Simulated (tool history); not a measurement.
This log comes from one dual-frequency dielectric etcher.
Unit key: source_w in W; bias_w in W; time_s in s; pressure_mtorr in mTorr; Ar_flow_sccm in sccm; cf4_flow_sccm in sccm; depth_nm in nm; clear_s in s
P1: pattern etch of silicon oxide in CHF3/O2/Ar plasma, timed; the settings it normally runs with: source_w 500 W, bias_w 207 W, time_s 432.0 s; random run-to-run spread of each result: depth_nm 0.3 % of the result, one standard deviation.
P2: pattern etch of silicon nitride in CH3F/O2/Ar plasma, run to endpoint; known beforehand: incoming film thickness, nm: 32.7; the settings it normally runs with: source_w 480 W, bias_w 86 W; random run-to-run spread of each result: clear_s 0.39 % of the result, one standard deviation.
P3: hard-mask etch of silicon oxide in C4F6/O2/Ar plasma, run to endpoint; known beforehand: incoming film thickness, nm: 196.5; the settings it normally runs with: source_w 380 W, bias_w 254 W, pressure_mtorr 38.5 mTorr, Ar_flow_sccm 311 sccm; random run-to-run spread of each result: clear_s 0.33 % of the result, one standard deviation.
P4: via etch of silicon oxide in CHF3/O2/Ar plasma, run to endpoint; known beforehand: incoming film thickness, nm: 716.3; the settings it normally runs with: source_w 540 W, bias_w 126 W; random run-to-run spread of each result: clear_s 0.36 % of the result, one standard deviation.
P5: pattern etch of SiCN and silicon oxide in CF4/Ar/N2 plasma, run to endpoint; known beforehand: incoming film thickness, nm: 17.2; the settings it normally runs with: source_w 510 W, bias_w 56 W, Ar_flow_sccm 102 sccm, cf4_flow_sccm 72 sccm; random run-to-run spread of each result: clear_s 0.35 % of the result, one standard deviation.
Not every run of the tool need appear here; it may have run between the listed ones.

run	hour	process	source_w	bias_w	time_s	pressure_mtorr	Ar_flow_sccm	cf4_flow_sccm	depth_nm	clear_s
1	13.4	P1	500	207	432.0				830.16	
2	24.4	P1	500	207	266.5				511.96	
3	34.4	P2	630	86						37.299
4	50.0	P3	380	207		38.5	311			62.604
5	60.3	P4	540	179						377.180
6	69.3	P5	510	56			102	72		19.316
7	80.5	P1	690	207	432.0				939.35	
8	96.5	P1	500	207	560.0				1078.00	
9	108.3	P1	500	207	432.0				832.91	
10	116.4	P1	500	207	432.0				828.35	
11	129.3	P5	510	67			102	72		18.221
12	143.0	P4	540	126						419.940
13	160.4	P3	380	254		38.5	250			57.588
14	175.2	P3	380	254		38.5	311			59.036
15	184.6	P5	510	56			138	72		20.407
# hour 189.4: bias power generator calibrated
16	194.3	P1	500	207	432.0				831.77	
17	204.9	P1	500	122	432.0				697.32	
18	216.1	P2	480	86						41.640
19	230.7	P1	320	207	432.0				701.23	
20	240.0	P5	340	56			102	72		27.587
21	254.7	P1	500	207	432.0				832.91	
22	262.8	P5	510	56			102	72		19.273
23	280.2	P3	380	254		38.5	311			58.912
24	295.5	P2	480	112						37.665
25	306.1	P1	500	261	432.0				907.40	
26	320.3	P5	510	56			102	92		18.562
27	335.7	P3	470	254		38.5	311			54.125
28	344.9	P4	340	126						504.550
29	356.7	P1	500	132	611.0				1014.60	
30	369.2	P3	380	254		47.0	311			60.256
31	384.8	P1	500	207	432.0				831.20	
32	394.1	P1	500	207	432.0				829.47	
33	403.1	P1	500	207	432.0				828.84	

Run 34, settings as shown, results not yet in. Your forecast:
34	413.4	P1	500	207	432.0				?	

{"run 34": {"depth_nm": 825.83}}
